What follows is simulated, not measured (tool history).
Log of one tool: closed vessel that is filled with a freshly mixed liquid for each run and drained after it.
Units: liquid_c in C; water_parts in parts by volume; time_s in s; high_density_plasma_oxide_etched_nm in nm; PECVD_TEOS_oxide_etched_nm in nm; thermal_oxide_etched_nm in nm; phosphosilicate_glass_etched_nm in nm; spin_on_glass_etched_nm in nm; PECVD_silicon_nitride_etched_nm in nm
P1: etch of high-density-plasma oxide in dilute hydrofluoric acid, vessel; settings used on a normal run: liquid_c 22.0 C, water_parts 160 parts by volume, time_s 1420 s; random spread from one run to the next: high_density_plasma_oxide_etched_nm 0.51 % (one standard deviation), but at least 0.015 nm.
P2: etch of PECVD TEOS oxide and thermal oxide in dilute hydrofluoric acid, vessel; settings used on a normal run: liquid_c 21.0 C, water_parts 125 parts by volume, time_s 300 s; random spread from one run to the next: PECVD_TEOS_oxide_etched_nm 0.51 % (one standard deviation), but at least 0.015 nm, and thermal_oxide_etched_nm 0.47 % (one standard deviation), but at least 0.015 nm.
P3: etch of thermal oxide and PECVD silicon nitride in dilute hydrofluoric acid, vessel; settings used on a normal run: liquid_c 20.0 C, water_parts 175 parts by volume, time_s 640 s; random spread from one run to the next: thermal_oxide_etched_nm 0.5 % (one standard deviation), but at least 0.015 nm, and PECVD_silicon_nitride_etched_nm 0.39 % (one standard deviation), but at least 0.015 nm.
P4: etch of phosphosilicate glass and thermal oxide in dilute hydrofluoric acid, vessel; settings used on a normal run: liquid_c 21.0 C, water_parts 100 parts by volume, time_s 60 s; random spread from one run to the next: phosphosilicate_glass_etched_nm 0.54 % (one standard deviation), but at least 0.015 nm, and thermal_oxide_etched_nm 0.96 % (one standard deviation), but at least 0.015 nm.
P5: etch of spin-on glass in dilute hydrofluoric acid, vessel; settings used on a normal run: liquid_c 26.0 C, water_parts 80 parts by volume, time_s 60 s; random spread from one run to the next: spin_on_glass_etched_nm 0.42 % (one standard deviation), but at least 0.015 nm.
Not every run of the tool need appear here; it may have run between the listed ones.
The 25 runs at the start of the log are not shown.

run     day  process  liquid_c  water_parts  time_s  hours since the thermometer was replaced  hours since the hydrofluoric acid flow meter was replaced  high_density_plasma_oxide_etched_nm  PECVD_TEOS_oxide_etched_nm  thermal_oxide_etched_nm  phosphosilicate_glass_etched_nm  spin_on_glass_etched_nm  PECVD_silicon_nitride_etched_nm
 26  13.204       P2      21.0          125      30                                     966.4                                                      747.5                                                           3.3906                  0.96535
 27  13.846       P3      20.0          175      30                                     981.8                                                      762.9                                                                                   0.62776                                                                                    0.76927
 28  14.267       P4      25.5          100      60                                     991.9                                                      773.0                                                                                   3.18020                           57.683
 29  14.721       P1      22.0          285    1420                                    1002.8                                                      783.9                              26.5980
 30  15.321       P5      26.0           25      60                                    1017.2                                                      798.3                                                                                                                                              81.577
 31  15.942       P2      21.0           70     300                                    1032.1                                                      813.2                                                          64.3890                 18.20500
 32  16.433       P1      22.0          160    1420                                    1043.9                                                      825.0                              53.5940
 33  16.992       P5      20.0           80      60                                    1057.3                                                      838.4                                                                                                                                              18.896
 34  17.671       P1      22.0          160    1420                                    1073.6                                                      854.7                              53.7520
 35  18.108       P1      22.0          160    1420                                    1084.1                                                      865.2                              53.3690
 36  18.442       P1      22.0          160    1420                                    1092.1                                                      873.2                              52.6750
 37  19.033       P1      22.0          160    1420                                    1106.3                                                      887.4                              50.8860
 38  19.708       P1      22.0          160    1420                                    1122.5                                                      903.6                              50.2310
 39  20.267       P1      22.0          160    1420                                    1135.9                                                      917.0                              49.8840

Run 40, settings as shown, results not yet in. Your forecast:
 40  20.850       P1      22.0          160    1420                                    1149.9                                                      931.0                                    ?

high_density_plasma_oxide_etched_nm: 49.6500 nm
